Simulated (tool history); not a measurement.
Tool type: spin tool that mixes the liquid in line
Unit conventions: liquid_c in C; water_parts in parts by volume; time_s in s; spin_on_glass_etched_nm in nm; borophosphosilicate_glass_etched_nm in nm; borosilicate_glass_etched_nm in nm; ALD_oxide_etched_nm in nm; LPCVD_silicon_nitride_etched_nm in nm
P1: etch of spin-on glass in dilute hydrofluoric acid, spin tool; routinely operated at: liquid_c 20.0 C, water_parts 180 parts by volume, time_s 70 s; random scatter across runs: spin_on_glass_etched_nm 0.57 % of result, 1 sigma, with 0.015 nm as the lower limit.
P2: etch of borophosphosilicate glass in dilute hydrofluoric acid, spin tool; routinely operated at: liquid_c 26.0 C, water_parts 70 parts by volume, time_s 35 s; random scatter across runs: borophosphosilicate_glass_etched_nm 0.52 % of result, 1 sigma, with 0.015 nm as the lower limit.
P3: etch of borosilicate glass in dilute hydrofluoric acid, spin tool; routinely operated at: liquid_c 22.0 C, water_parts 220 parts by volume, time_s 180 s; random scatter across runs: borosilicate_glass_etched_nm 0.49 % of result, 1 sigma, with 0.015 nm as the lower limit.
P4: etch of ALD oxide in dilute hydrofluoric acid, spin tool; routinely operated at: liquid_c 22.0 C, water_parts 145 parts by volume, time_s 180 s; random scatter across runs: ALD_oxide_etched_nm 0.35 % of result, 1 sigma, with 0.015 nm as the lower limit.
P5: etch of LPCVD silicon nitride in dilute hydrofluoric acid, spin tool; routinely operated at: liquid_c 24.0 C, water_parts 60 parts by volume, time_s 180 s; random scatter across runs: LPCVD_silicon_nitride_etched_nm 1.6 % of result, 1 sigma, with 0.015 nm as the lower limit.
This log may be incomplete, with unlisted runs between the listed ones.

| run | hour | process | liquid_c | water_parts | time_s | hours since the thermometer was replaced | hours since the hydrofluoric acid flow meter was replaced | spin_on_glass_etched_nm | borophosphosilicate_glass_etched_nm | borosilicate_glass_etched_nm | ALD_oxide_etched_nm | LPCVD_silicon_nitride_etched_nm |
|---|---|---|---|---|---|---|---|---|---|---|---|---|
| 1 | 4.8 | P1 | 20.0 | 180 | 70 | 1229.5 | 1294.0 | 13.4110 |  |  |  |  |
| 2 | 12.3 | P2 | 26.0 | 70 | 20 | 1237.0 | 1301.5 |  | 16.519 |  |  |  |
| 3 | 17.2 | P1 | 17.0 | 180 | 35 | 1241.9 | 1306.4 | 5.9582 |  |  |  |  |
| 4 | 22.5 | P1 | 20.0 | 250 | 70 | 1247.2 | 1311.7 | 9.0547 |  |  |  |  |
| 5 | 31.0 | P3 | 22.0 | 220 | 55 | 1255.7 | 1320.2 |  |  | 5.7952 |  |  |
| 6 | 36.3 | P4 | 29.5 | 145 | 180 | 1261.0 | 1325.5 |  |  |  | 47.233 |  |
| 7 | 42.7 | P2 | 34.0 | 70 | 35 | 1267.4 | 1331.9 |  | 39.232 |  |  |  |
| 8 | 50.5 | P4 | 22.0 | 145 | 290 | 1275.2 | 1339.7 |  |  |  | 56.803 |  |
| 9 | 57.7 | P2 | 26.0 | 120 | 35 | 1282.4 | 1346.9 |  | 15.794 |  |  |  |
| 10 | 64.3 | P1 | 20.0 | 85 | 70 | 1289.0 | 1353.5 | 31.5430 |  |  |  |  |
| 11 | 72.4 | P5 | 24.0 | 25 | 180 | 1297.1 | 1361.6 |  |  |  |  | 3.9009 |
| 12 | 80.3 | P3 | 22.0 | 115 | 180 | 1305.0 | 1369.5 |  |  | 39.9710 |  |  |
| 13 | 86.2 | P1 | 20.0 | 180 | 15 | 1310.9 | 1375.4 | 2.9074 |  |  |  |  |
| 14 | 91.7 | P2 | 26.0 | 70 | 35 | 1316.4 | 1380.9 |  | 28.920 |  |  |  |
| 15 | 99.0 | P3 | 22.0 | 220 | 180 | 1323.7 | 1388.2 |  |  | 18.9070 |  |  |
| 16 | 104.0 | P1 | 20.0 | 180 | 70 | 1328.7 | 1393.2 | 13.4390 |  |  |  |  |
| 17 | 108.8 | P1 | 20.0 | 180 | 135 | 1333.5 | 1398.0 | 26.0630 |  |  |  |  |
| 18 | 112.6 | P5 | 24.0 | 60 | 360 | 1337.3 | 1401.8 |  |  |  |  | 3.2413 |
| 19 | 118.8 | P1 | 20.0 | 75 | 105 | 1343.5 | 1408.0 | 54.7360 |  |  |  |  |
| 20 | 126.1 | P1 | 20.0 | 180 | 70 | 1350.8 | 1415.3 | 13.5150 |  |  |  |  |
| 21 | 132.8 | P3 | 17.0 | 220 | 180 | 1357.5 | 1422.0 |  |  | 15.5960 |  |  |
| 22 | 137.8 | P1 | 17.0 | 180 | 70 | 1362.5 | 1427.0 | 12.0050 |  |  |  |  |
| 23 | 142.5 | P5 | 17.0 | 60 | 180 | 1367.2 | 1431.7 |  |  |  |  | 1.0305 |
| 24 | 148.1 | P1 | 28.0 | 180 | 70 | 1372.8 | 1437.3 | 18.2350 |  |  |  |  |
| 25 | 153.1 | P4 | 22.0 | 145 | 180 | 1377.8 | 1442.3 |  |  |  | 35.559 |  |
| 26 | 158.3 | P1 | 20.0 | 180 | 70 | 1383.0 | 1447.5 | 13.4390 |  |  |  |  |
| 27 | 165.5 | P5 | 24.0 | 60 | 180 | 1390.2 | 1454.7 |  |  |  |  | 1.6519 |
| 28 | 171.2 | P1 | 20.0 | 180 | 70 | 1395.9 | 1460.4 | 13.4180 |  |  |  |  |
| 29 | 176.0 | P4 | 22.0 | 200 | 180 | 1400.7 | 1465.2 |  |  |  | 24.075 |  |
| 30 | 184.1 | P1 | 20.0 | 180 | 70 | 1408.8 | 1473.3 | 13.4870 |  |  |  |  |
| 31 | 192.2 | P1 | 20.0 | 180 | 70 | 1416.9 | 1481.4 | 12.8180 |  |  |  |  |
| 32 | 197.8 | P1 | 20.0 | 180 | 70 | 1422.5 | 1487.0 | 12.8940 |  |  |  |  |
| 33 | 203.8 | P1 | 20.0 | 180 | 70 | 1428.5 | 1493.0 | 12.5690 |  |  |  |  |
| 34 | 209.7 | P1 | 20.0 | 180 | 70 | 1434.4 | 1498.9 | 12.6380 |  |  |  |  |
| 35 | 214.1 | P1 | 20.0 | 180 | 70 | 1438.8 | 1503.3 | 12.6000 |  |  |  |  |
| 36 | 221.5 | P1 | 20.0 | 180 | 70 | 1446.2 | 1510.7 | 12.4990 |  |  |  |  |
| 37 | 226.9 | P1 | 20.0 | 180 | 70 | 1451.6 | 1516.1 | 12.4630 |  |  |  |  |
| 38 | 235.5 | P1 | 20.0 | 180 | 70 | 1460.2 | 1524.7 | 12.5660 |  |  |  |  |

What P1 gives has crept away from where it was. These 2 causes fit the log equally well, each at the size given:
A: liquid colder than its thermometer reads (K) = 1.98
B: hydrofluoric acid flow below the setpoint (%) = 6.36
The onset of the drift is placed at about hour 184.1.

The 4 check runs listed below each average the results of 3 wafers, and their outcomes are marked with question marks. Under which run would the listed causes produce clearly different results?
| check 1 | 244.1 | P3 | 22.0 | 145 | 75 |  |  |  |  | ? |  |  |
| check 2 | 244.1 | P5 | 24.0 | 60 | 340 |  |  |  |  |  |  | ? |
| check 3 | 244.1 | P4 | 25.5 | 145 | 180 |  |  |  |  |  | ? |  |
| check 4 | 244.1 | P2 | 26.0 | 95 | 35 |  |  |  | ? |  |  |  |

Expected result of each check under each candidate cause:
| check | result | if A | if B |
|---|---|---|---|
| check 1 | borosilicate_glass_etched_nm | 11.8790 | 11.9010 |
| check 2 | LPCVD_silicon_nitride_etched_nm | 2.7632 | 2.9614 |
| check 3 | ALD_oxide_etched_nm | 37.592 | 37.524 |
| check 4 | borophosphosilicate_glass_etched_nm | 19.008 | 19.084 |
Gap, in per cent, between the two causes that each check separates least, read from the result that separates them most: check 1 0.18 %; check 2 6.93 %; check 3 0.18 %; check 4 0.4 %
The causes can be told apart only by check 2. The other checks would give nearly the same results under each of them.

After running check 2, the following was obtained: LPCVD_silicon_nitride_etched_nm 2.9551 nm. Which cause does this point to?

B is the cause: hydrofluoric acid flow below the setpoint (%).
